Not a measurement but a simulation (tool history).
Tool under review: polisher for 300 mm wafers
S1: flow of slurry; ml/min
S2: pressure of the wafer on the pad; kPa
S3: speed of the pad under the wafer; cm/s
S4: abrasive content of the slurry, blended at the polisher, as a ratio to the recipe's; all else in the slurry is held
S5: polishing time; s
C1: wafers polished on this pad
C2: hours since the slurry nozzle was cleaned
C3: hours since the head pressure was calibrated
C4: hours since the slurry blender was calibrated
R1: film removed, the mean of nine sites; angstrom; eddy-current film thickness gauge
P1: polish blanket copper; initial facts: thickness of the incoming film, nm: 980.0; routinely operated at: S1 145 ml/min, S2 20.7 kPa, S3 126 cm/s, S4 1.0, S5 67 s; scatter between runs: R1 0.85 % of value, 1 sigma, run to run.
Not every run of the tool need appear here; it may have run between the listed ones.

{"run": 1, "hour": 9.9, "S1": 145, "S2": 20.7, "S3": 126, "S4": 1.0, "S5": 67, "C1": 588, "C2": 254.2, "C3": 959.0, "C4": 134.4, "R1": 2913.6}
{"run": 2, "hour": 17.0, "S1": 200, "S2": 20.7, "S3": 126, "S4": 1.0, "S5": 67, "C1": 650, "C2": 261.3, "C3": 966.1, "C4": 141.5, "R1": 3103.8}
{"run": 3, "hour": 25.6, "S1": 145, "S2": 20.7, "S3": 126, "S4": 0.6, "S5": 67, "C1": 724, "C2": 269.9, "C3": 974.7, "C4": 150.1, "R1": 2630.9}
{"run": 4, "hour": 31.2, "S1": 145, "S2": 25.5, "S3": 182, "S4": 1.0, "S5": 67, "C1": 773, "C2": 275.5, "C3": 980.3, "C4": 155.7, "R1": 5169.3}
{"run": 5, "hour": 41.1, "S1": 145, "S2": 20.7, "S3": 126, "S4": 1.0, "S5": 67, "C1": 859, "C2": 285.4, "C3": 990.2, "C4": 165.6, "R1": 2982.3}
{"run": 6, "hour": 49.6, "S1": 145, "S2": 31.7, "S3": 126, "S4": 1.0, "S5": 67, "C1": 932, "C2": 293.9, "C3": 998.7, "C4": 174.1, "R1": 4537.3}
{"run": 7, "hour": 58.7, "S1": 145, "S2": 20.7, "S3": 126, "S4": 1.0, "S5": 32, "C1": 1011, "C2": 303.0, "C3": 1007.8, "C4": 183.2, "R1": 1418.0}
{"run": 8, "hour": 71.2, "S1": 145, "S2": 20.7, "S3": 126, "S4": 1.0, "S5": 67, "C1": 1119, "C2": 315.5, "C3": 1020.3, "C4": 195.7, "R1": 2933.1}
{"run": 9, "hour": 81.4, "S1": 145, "S2": 20.7, "S3": 126, "S4": 1.0, "S5": 105, "C1": 1208, "C2": 325.7, "C3": 1030.5, "C4": 205.9, "R1": 4556.2}
{"run": 10, "hour": 90.4, "S1": 145, "S2": 9.7, "S3": 126, "S4": 1.0, "S5": 67, "C1": 1285, "C2": 334.7, "C3": 1039.5, "C4": 214.9, "R1": 1348.3}
{"hour": 91.5, "done": "head pressure recalibrated"}
{"run": 11, "hour": 99.5, "S1": 145, "S2": 20.7, "S3": 176, "S4": 1.0, "S5": 67, "C1": 1364, "C2": 343.8, "C3": 8.1, "C4": 224.0, "R1": 4120.0}
{"run": 12, "hour": 108.6, "S1": 145, "S2": 20.7, "S3": 126, "S4": 1.5, "S5": 67, "C1": 1443, "C2": 352.9, "C3": 17.2, "C4": 233.1, "R1": 3217.2}
{"hour": 112.1, "done": "slurry blender recalibrated"}
{"run": 13, "hour": 114.3, "S1": 145, "S2": 20.7, "S3": 60, "S4": 1.0, "S5": 67, "C1": 1492, "C2": 358.6, "C3": 22.9, "C4": 2.2, "R1": 1386.6}
{"run": 14, "hour": 123.8, "S1": 145, "S2": 20.7, "S3": 126, "S4": 1.0, "S5": 67, "C1": 1575, "C2": 368.1, "C3": 32.4, "C4": 11.7, "R1": 2933.1}
{"run": 15, "hour": 134.8, "S1": 85, "S2": 20.7, "S3": 126, "S4": 1.0, "S5": 67, "C1": 1670, "C2": 379.1, "C3": 43.4, "C4": 22.7, "R1": 2618.6}
{"run": 16, "hour": 144.5, "S1": 145, "S2": 20.7, "S3": 126, "S4": 1.0, "S5": 67, "C1": 1754, "C2": 388.8, "C3": 53.1, "C4": 32.4, "R1": 2961.9}
{"run": 17, "hour": 151.0, "S1": 145, "S2": 20.7, "S3": 126, "S4": 1.0, "S5": 67, "C1": 1810, "C2": 395.3, "C3": 59.6, "C4": 38.9, "R1": 2853.8}
{"run": 18, "hour": 160.3, "S1": 145, "S2": 20.7, "S3": 126, "S4": 1.0, "S5": 67, "C1": 1891, "C2": 404.6, "C3": 68.9, "C4": 48.2, "R1": 2807.6}
{"run": 19, "hour": 169.7, "S1": 145, "S2": 20.7, "S3": 126, "S4": 1.0, "S5": 67, "C1": 1972, "C2": 414.0, "C3": 78.3, "C4": 57.6, "R1": 2805.6}
{"run": 20, "hour": 175.7, "S1": 145, "S2": 20.7, "S3": 126, "S4": 1.0, "S5": 67, "C1": 2024, "C2": 420.0, "C3": 84.3, "C4": 63.6, "R1": 2736.7}
{"run": 21, "hour": 181.2, "S1": 145, "S2": 20.7, "S3": 126, "S4": 1.0, "S5": 67, "C1": 2072, "C2": 425.5, "C3": 89.8, "C4": 69.1, "R1": 2771.6}
{"hour": 184.1, "done": "slurry blender recalibrated"}
{"run": 22, "hour": 191.5, "S1": 145, "S2": 20.7, "S3": 126, "S4": 1.0, "S5": 67, "C1": 2161, "C2": 435.8, "C3": 100.1, "C4": 7.4, "R1": 2705.4}
{"run": 23, "hour": 201.0, "S1": 145, "S2": 20.7, "S3": 126, "S4": 1.0, "S5": 67, "C1": 2243, "C2": 445.3, "C3": 109.6, "C4": 16.9, "R1": 2734.3}

Run 24 comes next. What will it give?
{"hour": 202.3, "done": "head pressure recalibrated"}
{"run": 24, "hour": 210.1, "S1": 145, "S2": 20.7, "S3": 126, "S4": 1.0, "S5": 67, "C1": 2322, "C2": 454.4, "C3": 7.8, "C4": 26.0, "R1": "?"}

R1: 2668.7 angstrom

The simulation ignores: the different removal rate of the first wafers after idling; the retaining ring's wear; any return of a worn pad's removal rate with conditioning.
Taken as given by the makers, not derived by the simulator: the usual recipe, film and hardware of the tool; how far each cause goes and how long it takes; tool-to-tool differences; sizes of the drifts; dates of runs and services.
